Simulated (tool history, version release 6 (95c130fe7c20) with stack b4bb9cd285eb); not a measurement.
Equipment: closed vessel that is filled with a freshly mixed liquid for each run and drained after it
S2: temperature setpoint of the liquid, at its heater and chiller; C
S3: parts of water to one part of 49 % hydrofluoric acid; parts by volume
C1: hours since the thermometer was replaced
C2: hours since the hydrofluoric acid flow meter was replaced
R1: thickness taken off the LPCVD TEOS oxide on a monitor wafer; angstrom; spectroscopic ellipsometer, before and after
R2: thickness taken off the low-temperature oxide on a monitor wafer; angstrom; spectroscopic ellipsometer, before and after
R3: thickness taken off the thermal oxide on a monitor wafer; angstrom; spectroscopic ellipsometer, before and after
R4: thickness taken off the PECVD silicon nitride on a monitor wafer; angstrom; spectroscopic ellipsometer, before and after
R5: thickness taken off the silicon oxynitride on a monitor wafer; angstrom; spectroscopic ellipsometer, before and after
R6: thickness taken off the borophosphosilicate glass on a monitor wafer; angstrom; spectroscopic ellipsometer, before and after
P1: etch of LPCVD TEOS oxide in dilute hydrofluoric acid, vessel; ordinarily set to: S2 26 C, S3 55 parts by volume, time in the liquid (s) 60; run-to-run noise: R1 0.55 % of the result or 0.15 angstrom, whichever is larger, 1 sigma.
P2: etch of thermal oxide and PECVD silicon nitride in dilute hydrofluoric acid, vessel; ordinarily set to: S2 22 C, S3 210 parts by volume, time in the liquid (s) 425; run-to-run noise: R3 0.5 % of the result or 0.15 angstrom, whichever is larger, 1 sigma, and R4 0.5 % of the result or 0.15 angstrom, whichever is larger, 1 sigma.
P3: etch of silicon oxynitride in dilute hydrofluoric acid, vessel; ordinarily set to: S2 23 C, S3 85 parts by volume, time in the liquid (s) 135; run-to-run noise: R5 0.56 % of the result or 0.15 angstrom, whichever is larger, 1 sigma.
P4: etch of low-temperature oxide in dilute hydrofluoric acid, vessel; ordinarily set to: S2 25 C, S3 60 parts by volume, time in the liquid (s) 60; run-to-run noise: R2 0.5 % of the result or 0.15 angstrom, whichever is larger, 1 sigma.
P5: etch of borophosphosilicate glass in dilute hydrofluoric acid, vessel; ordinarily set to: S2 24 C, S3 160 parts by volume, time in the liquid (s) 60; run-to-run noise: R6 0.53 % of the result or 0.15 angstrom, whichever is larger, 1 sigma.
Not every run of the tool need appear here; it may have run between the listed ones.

Run 1, hour 11.4: process that ran P1, S2 26 C, S3 55 parts by volume, time in the liquid (s) 60; C1 517.7; C2 140.2. Result: R1 713.64 angstrom.
Run 2, hour 23.6: process that ran P4, S2 30.5 C, S3 60 parts by volume, time in the liquid (s) 60; C1 529.9; C2 152.4. Result: R2 308.37 angstrom.
Run 3, hour 33.5: process that ran P2, S2 22 C, S3 210 parts by volume, time in the liquid (s) 425; C1 539.8; C2 162.3. Result: R3 78.935 angstrom, R4 83.639 angstrom.
Run 4, hour 48.2: process that ran P3, S2 23 C, S3 85 parts by volume, time in the liquid (s) 135; C1 554.5; C2 177. Result: R5 43.112 angstrom.
Run 5, hour 56.5: process that ran P3, S2 23 C, S3 85 parts by volume, time in the liquid (s) 135; C1 562.8; C2 185.3. Result: R5 42.638 angstrom.
Run 6, hour 68: process that ran P1, S2 26 C, S3 55 parts by volume, time in the liquid (s) 60; C1 574.3; C2 196.8. Result: R1 702.05 angstrom.
Run 7, hour 76.5: process that ran P2, S2 18 C, S3 210 parts by volume, time in the liquid (s) 425; C1 582.8; C2 205.3. Result: R3 67.172 angstrom, R4 63.698 angstrom.
Run 8, hour 84.4: process that ran P4, S2 25 C, S3 20 parts by volume, time in the liquid (s) 60; C1 590.7; C2 213.2. Result: R2 778.79 angstrom.
Run 9, hour 99.3: process that ran P1, S2 26 C, S3 55 parts by volume, time in the liquid (s) 60; C1 605.6; C2 228.1. Result: R1 709.26 angstrom.
Run 10, hour 109.3: process that ran P4, S2 25 C, S3 60 parts by volume, time in the liquid (s) 60; C1 615.6; C2 238.1. Result: R2 246.63 angstrom.
Run 11, hour 121.1: process that ran P1, S2 26 C, S3 90 parts by volume, time in the liquid (s) 95; C1 627.4; C2 249.9. Result: R1 651.73 angstrom.
Run 12, hour 130: process that ran P1, S2 32 C, S3 55 parts by volume, time in the liquid (s) 60; C1 636.3; C2 258.8. Result: R1 897.11 angstrom.
At hour 133.8: hydrofluoric acid flow meter replaced.
Run 13, hour 136.8: process that ran P1, S2 26 C, S3 55 parts by volume, time in the liquid (s) 115; C1 643.1; C2 3. Result: R1 1346.8 angstrom.
Run 14, hour 148.4: process that ran P3, S2 23 C, S3 85 parts by volume, time in the liquid (s) 30; C1 654.7; C2 14.6. Result: R5 9.6213 angstrom.
Run 15, hour 159: process that ran P1, S2 19 C, S3 55 parts by volume, time in the liquid (s) 85; C1 665.3; C2 25.2. Result: R1 753.98 angstrom.
Run 16, hour 167.9: process that ran P5, S2 24 C, S3 160 parts by volume, time in the liquid (s) 60; C1 674.2; C2 34.1. Result: R6 175.42 angstrom.
Run 17, hour 178.2: process that ran P1, S2 26 C, S3 90 parts by volume, time in the liquid (s) 60; C1 684.5; C2 44.4. Result: R1 410.26 angstrom.
Run 18, hour 186.2: process that ran P5, S2 24 C, S3 75 parts by volume, time in the liquid (s) 60; C1 692.5; C2 52.4. Result: R6 415.05 angstrom.
Run 19, hour 194.4: process that ran P1, S2 26 C, S3 55 parts by volume, time in the liquid (s) 60; C1 700.7; C2 60.6. Result: R1 706.37 angstrom.
Run 20, hour 208.6: process that ran P3, S2 31 C, S3 85 parts by volume, time in the liquid (s) 135; C1 714.9; C2 74.8. Result: R5 61.976 angstrom.
Run 21, hour 218.1: process that ran P2, S2 22 C, S3 340 parts by volume, time in the liquid (s) 425; C1 724.4; C2 84.3. Result: R3 42.66 angstrom, R4 51.748 angstrom.
Run 22, hour 231.9: process that ran P5, S2 24 C, S3 160 parts by volume, time in the liquid (s) 85; C1 738.2; C2 98.1. Result: R6 250.89 angstrom.
Run 23, hour 241.9: process that ran P4, S2 25 C, S3 60 parts by volume, time in the liquid (s) 60; C1 748.2; C2 108.1. Result: R2 245.12 angstrom.
Run 24, hour 250.5: process that ran P2, S2 22 C, S3 210 parts by volume, time in the liquid (s) 680; C1 756.8; C2 116.7. Result: R3 126.25 angstrom, R4 132.95 angstrom.
Run 25, hour 265.3: process that ran P3, S2 23 C, S3 35 parts by volume, time in the liquid (s) 135; C1 771.6; C2 131.5. Result: R5 108.17 angstrom.
Run 26, hour 279: process that ran P4, S2 25 C, S3 60 parts by volume, time in the liquid (s) 30; C1 785.3; C2 145.2. Result: R2 123.18 angstrom.
Run 27, hour 291.8: process that ran P5, S2 17 C, S3 160 parts by volume, time in the liquid (s) 60; C1 798.1; C2 158. Result: R6 133.66 angstrom.
Run 28, hour 304.6: process that ran P1, S2 26 C, S3 55 parts by volume, time in the liquid (s) 60; C1 810.9; C2 170.8. Result: R1 708.86 angstrom.
Run 29, hour 318.3: process that ran P1, S2 26 C, S3 55 parts by volume, time in the liquid (s) 60; C1 824.6; C2 184.5. Result: R1 704.6 angstrom.
Run 30, hour 329.4: process that ran P1, S2 20.5 C, S3 55 parts by volume, time in the liquid (s) 60; C1 835.7; C2 195.6. Result: R1 562.34 angstrom.
Run 31, hour 339.3: process that ran P1, S2 26 C, S3 55 parts by volume, time in the liquid (s) 30; C1 845.6; C2 205.5. Result: R1 354.42 angstrom.
Run 32, hour 348.1: process that ran P1, S2 26 C, S3 20 parts by volume, time in the liquid (s) 60; C1 854.4; C2 214.3. Result: R1 2023.2 angstrom.
Run 33, hour 356.4: process that ran P1, S2 26 C, S3 55 parts by volume, time in the liquid (s) 60; C1 862.7; C2 222.6. Result: R1 708.62 angstrom.
Run 34, hour 366: process that ran P1, S2 26 C, S3 55 parts by volume, time in the liquid (s) 60; C1 872.3; C2 232.2. Result: R1 688.59 angstrom.
Run 35, hour 375.5: process that ran P1, S2 26 C, S3 55 parts by volume, time in the liquid (s) 60; C1 881.8; C2 241.7. Result: R1 672.9 angstrom.
Run 36, hour 387.6: process that ran P1, S2 26 C, S3 55 parts by volume, time in the liquid (s) 60; C1 893.9; C2 253.8. Result: R1 656.99 angstrom.
Run 37, hour 396.2: process that ran P1, S2 26 C, S3 55 parts by volume, time in the liquid (s) 60; C1 902.5; C2 262.4. Result: R1 653.26 angstrom.
Run 38, hour 408.5: process that ran P1, S2 26 C, S3 55 parts by volume, time in the liquid (s) 60; C1 914.8; C2 274.7. Result: R1 653.87 angstrom.
Run 39, hour 415.2: process that ran P1, S2 26 C, S3 55 parts by volume, time in the liquid (s) 60; C1 921.5; C2 281.4. Result: R1 647.15 angstrom.
Run 40, hour 426.8: process that ran P1, S2 26 C, S3 55 parts by volume, time in the liquid (s) 60; C1 933.1; C2 293. Result: R1 648.12 angstrom.

Something has made what P1 gives creep away from where it was; the 2 causes below, each at its own stated size, fit the log equally well:
A: liquid colder than its thermometer reads (K) = 2.07
B: hydrofluoric acid flow below the setpoint (%) = 7.49
The gradual shift began around hour 356.4.

Below are 4 check runs, each on a single wafer, with their results shown as question marks. Which of them would tell the listed causes apart, meaning the causes would give clearly different results under it?
Run check 1, hour 438.4: process that ran P2, S2 22 C, S3 210 parts by volume, time in the liquid (s) 425. Result: R3 ?, R4 ?.
Run check 2, hour 438.4: process that ran P3, S2 23 C, S3 85 parts by volume, time in the liquid (s) 135. Result: R5 ?.
Run check 3, hour 438.4: process that ran P4, S2 25 C, S3 60 parts by volume, time in the liquid (s) 60. Result: R2 ?.
Run check 4, hour 438.4: process that ran P5, S2 24 C, S3 160 parts by volume, time in the liquid (s) 60. Result: R6 ?.

What each check would give under each cause:
  check  result    if A    if B
check 1      R3  72.754  71.575
check 1      R4  72.675  77.005
check 2      R5  38.765   39.43
check 3      R2  225.71  225.74
check 4      R6  163.33  161.24
Minimum pairwise separation of causes per check, each pair taken at its best-separating result: check 1 5.79 %; check 2 1.7 %; check 3 0.02 %; check 4 1.29 %
Check 1 distinguishes between the causes, while the remaining checks would return nearly the same result for all of them.

The results of check 1 are: R3 71.746 angstrom; R4 76.777 angstrom. Based on these, which of the listed causes is it?

It is B: hydrofluoric acid flow below the setpoint (%).
